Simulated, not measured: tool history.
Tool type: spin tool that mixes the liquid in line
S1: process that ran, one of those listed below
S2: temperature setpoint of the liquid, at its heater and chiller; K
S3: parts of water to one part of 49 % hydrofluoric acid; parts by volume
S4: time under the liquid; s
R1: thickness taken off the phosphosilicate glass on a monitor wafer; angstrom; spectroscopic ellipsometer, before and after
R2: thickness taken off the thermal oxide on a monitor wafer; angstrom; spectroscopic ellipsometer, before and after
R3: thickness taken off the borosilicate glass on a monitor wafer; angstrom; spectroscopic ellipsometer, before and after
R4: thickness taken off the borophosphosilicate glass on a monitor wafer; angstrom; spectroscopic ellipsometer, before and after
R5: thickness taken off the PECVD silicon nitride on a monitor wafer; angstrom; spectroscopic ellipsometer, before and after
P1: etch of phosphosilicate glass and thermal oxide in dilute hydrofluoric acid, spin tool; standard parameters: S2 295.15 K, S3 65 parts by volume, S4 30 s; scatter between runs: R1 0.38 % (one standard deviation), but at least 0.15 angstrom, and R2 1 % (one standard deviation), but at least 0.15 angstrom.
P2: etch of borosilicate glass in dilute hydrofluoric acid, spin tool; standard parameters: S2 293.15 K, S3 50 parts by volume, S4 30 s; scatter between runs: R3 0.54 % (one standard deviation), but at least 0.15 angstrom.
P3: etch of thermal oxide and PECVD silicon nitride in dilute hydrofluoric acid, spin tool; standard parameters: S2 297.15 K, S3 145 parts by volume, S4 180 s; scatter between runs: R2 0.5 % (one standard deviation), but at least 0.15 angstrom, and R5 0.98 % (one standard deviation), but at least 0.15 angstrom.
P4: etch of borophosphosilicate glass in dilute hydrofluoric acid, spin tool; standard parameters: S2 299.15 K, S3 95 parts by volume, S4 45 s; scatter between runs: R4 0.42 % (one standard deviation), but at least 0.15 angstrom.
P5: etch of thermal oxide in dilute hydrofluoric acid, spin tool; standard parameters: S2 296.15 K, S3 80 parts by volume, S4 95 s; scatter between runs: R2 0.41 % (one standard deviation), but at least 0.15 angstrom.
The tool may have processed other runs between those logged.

Run 1, day 0.496: S1 P1, S2 295.15 K, S3 65 parts by volume, S4 30 s. Result: R1 268.34 angstrom, R2 21.654 angstrom.
Run 2, day 0.892: S1 P1, S2 295.15 K, S3 65 parts by volume, S4 30 s. Result: R1 268.75 angstrom, R2 21.351 angstrom.
Run 3, day 1.375: S1 P2, S2 293.15 K, S3 50 parts by volume, S4 30 s. Result: R3 93.32 angstrom.
Run 4, day 1.696: S1 P1, S2 290.15 K, S3 90 parts by volume, S4 30 s. Result: R1 153.01 angstrom, R2 12.025 angstrom.
Run 5, day 2: S1 P1, S2 295.15 K, S3 25 parts by volume, S4 30 s. Result: R1 732.74 angstrom, R2 57.496 angstrom.
Run 6, day 2.412: S1 P2, S2 293.15 K, S3 50 parts by volume, S4 60 s. Result: R3 187.67 angstrom.
Run 7, day 2.783: S1 P2, S2 293.15 K, S3 75 parts by volume, S4 30 s. Result: R3 60.519 angstrom.
Run 8, day 3.079: S1 P4, S2 291.15 K, S3 95 parts by volume, S4 45 s. Result: R4 119.75 angstrom.
Run 9, day 3.55: S1 P5, S2 296.15 K, S3 50 parts by volume, S4 95 s. Result: R2 95.447 angstrom.
Run 10, day 3.775: S1 P1, S2 290.15 K, S3 65 parts by volume, S4 30 s. Result: R1 215.99 angstrom, R2 16.994 angstrom.
Run 11, day 4.233: S1 P3, S2 297.15 K, S3 145 parts by volume, S4 180 s. Result: R2 53.931 angstrom, R5 27.649 angstrom.
Run 12, day 4.738: S1 P1, S2 295.15 K, S3 65 parts by volume, S4 45 s. Result: R1 404.08 angstrom, R2 32.398 angstrom.
Run 13, day 5.058: S1 P4, S2 299.15 K, S3 20 parts by volume, S4 45 s. Result: R4 874.17 angstrom.
Run 14, day 5.483: S1 P4, S2 299.15 K, S3 95 parts by volume, S4 45 s. Result: R4 165.49 angstrom.
Run 15, day 5.942: S1 P3, S2 297.15 K, S3 145 parts by volume, S4 345 s. Result: R2 103.45 angstrom, R5 52.433 angstrom.
Run 16, day 6.288: S1 P1, S2 295.15 K, S3 65 parts by volume, S4 30 s. Result: R1 269.5 angstrom, R2 20.923 angstrom.
Run 17, day 6.796: S1 P1, S2 295.15 K, S3 65 parts by volume, S4 15 s. Result: R1 133.59 angstrom, R2 10.606 angstrom.
Run 18, day 7.283: S1 P4, S2 299.15 K, S3 95 parts by volume, S4 85 s. Result: R4 315.02 angstrom.
Run 19, day 7.654: S1 P3, S2 297.15 K, S3 60 parts by volume, S4 180 s. Result: R2 145.69 angstrom, R5 65.953 angstrom.
Run 20, day 8.05: S1 P1, S2 295.15 K, S3 65 parts by volume, S4 30 s. Result: R1 268.58 angstrom, R2 21.188 angstrom.
Run 21, day 8.338: S1 P1, S2 302.65 K, S3 65 parts by volume, S4 30 s. Result: R1 363.02 angstrom, R2 28.319 angstrom.
Run 22, day 8.825: S1 P5, S2 290.15 K, S3 80 parts by volume, S4 95 s. Result: R2 44.636 angstrom.
Run 23, day 9.138: S1 P5, S2 296.15 K, S3 80 parts by volume, S4 145 s. Result: R2 87.473 angstrom.
Run 24, day 9.529: S1 P2, S2 300.15 K, S3 50 parts by volume, S4 30 s. Result: R3 125 angstrom.
Run 25, day 9.821: S1 P1, S2 295.15 K, S3 100 parts by volume, S4 30 s. Result: R1 166.52 angstrom, R2 13.06 angstrom.
Run 26, day 10.312: S1 P1, S2 295.15 K, S3 65 parts by volume, S4 30 s. Result: R1 268.01 angstrom, R2 21.612 angstrom.
Run 27, day 10.671: S1 P5, S2 296.15 K, S3 80 parts by volume, S4 95 s. Result: R2 57.319 angstrom.
Run 28, day 10.996: S1 P1, S2 295.15 K, S3 65 parts by volume, S4 30 s. Result: R1 267.95 angstrom, R2 20.885 angstrom.
Run 29, day 11.262: S1 P3, S2 290.15 K, S3 145 parts by volume, S4 180 s. Result: R2 40.967 angstrom, R5 17.299 angstrom.
Run 30, day 11.667: S1 P1, S2 295.15 K, S3 65 parts by volume, S4 30 s. Result: R1 266.47 angstrom, R2 21.431 angstrom.
Run 31, day 12.096: S1 P1, S2 295.15 K, S3 65 parts by volume, S4 30 s. Result: R1 269.73 angstrom, R2 21.509 angstrom.
Run 32, day 12.571: S1 P1, S2 295.15 K, S3 65 parts by volume, S4 30 s. Result: R1 274.2 angstrom, R2 21.803 angstrom.
Run 33, day 12.979: S1 P1, S2 295.15 K, S3 65 parts by volume, S4 30 s. Result: R1 278.31 angstrom, R2 21.984 angstrom.
Run 34, day 13.421: S1 P1, S2 295.15 K, S3 65 parts by volume, S4 30 s. Result: R1 281.93 angstrom, R2 22.8 angstrom.
Run 35, day 13.838: S1 P1, S2 295.15 K, S3 65 parts by volume, S4 30 s. Result: R1 282.54 angstrom, R2 22.266 angstrom.
Run 36, day 14.283: S1 P1, S2 295.15 K, S3 65 parts by volume, S4 30 s. Result: R1 282.44 angstrom, R2 22.862 angstrom.
Run 37, day 14.771: S1 P1, S2 295.15 K, S3 65 parts by volume, S4 30 s. Result: R1 282.89 angstrom, R2 22.398 angstrom.
Run 38, day 15.012: S1 P1, S2 295.15 K, S3 65 parts by volume, S4 30 s. Result: R1 283.79 angstrom, R2 22.081 angstrom.
Run 39, day 15.421: S1 P1, S2 295.15 K, S3 65 parts by volume, S4 30 s. Result: R1 287.04 angstrom, R2 22.363 angstrom.
Run 40, day 15.742: S1 P1, S2 295.15 K, S3 65 parts by volume, S4 30 s. Result: R1 284.51 angstrom, R2 22.587 angstrom.
Run 41, day 16.046: S1 P1, S2 295.15 K, S3 65 parts by volume, S4 30 s. Result: R1 285.66 angstrom, R2 22.596 angstrom.

The log shows P1 creeping away from where it was. Any of the 2 causes listed here, at the size stated for it, fits the log just as well as the others:
A: liquid hotter than its thermometer reads (K) = 1.45
B: hydrofluoric acid flow above the setpoint (%) = 5.65
The drift started at roughly day 12.096.

Consider the 4 check runs below, whose results appear as question marks and each of which averages 5 wafers. Which one distinguishes the causes, in that each cause would give it a clearly different result?
Run check 1, day 16.35: S1 P2, S2 299.65 K, S3 50 parts by volume, S4 30 s. Result: R3 ?.
Run check 2, day 16.35: S1 P5, S2 296.15 K, S3 55 parts by volume, S4 145 s. Result: R2 ?.
Run check 3, day 16.35: S1 P3, S2 293.65 K, S3 145 parts by volume, S4 270 s. Result: R2 ?, R5 ?.
Run check 4, day 16.35: S1 P4, S2 295.65 K, S3 30 parts by volume, S4 45 s. Result: R4 ?.

Outcome of each check run for each possible cause:
  check  result    if A    if B
check 1      R3  129.67  129.73
check 2      R2  139.87  139.76
check 3      R2  75.146  75.599
check 3      R5  36.138  34.638
check 4      R4  527.24  525.06
Minimum pairwise separation of causes per check, each pair taken at its best-separating result: check 1 0.05 %; check 2 0.08 %; check 3 4.24 %; check 4 0.41 %
The causes can be told apart only by check 3. The other checks would give nearly the same results under each of them.

The results of check 3 are: R2 75.1 angstrom; R5 36.425 angstrom. Based on these, which of the listed causes is it?

It is A: liquid hotter than its thermometer reads (K).
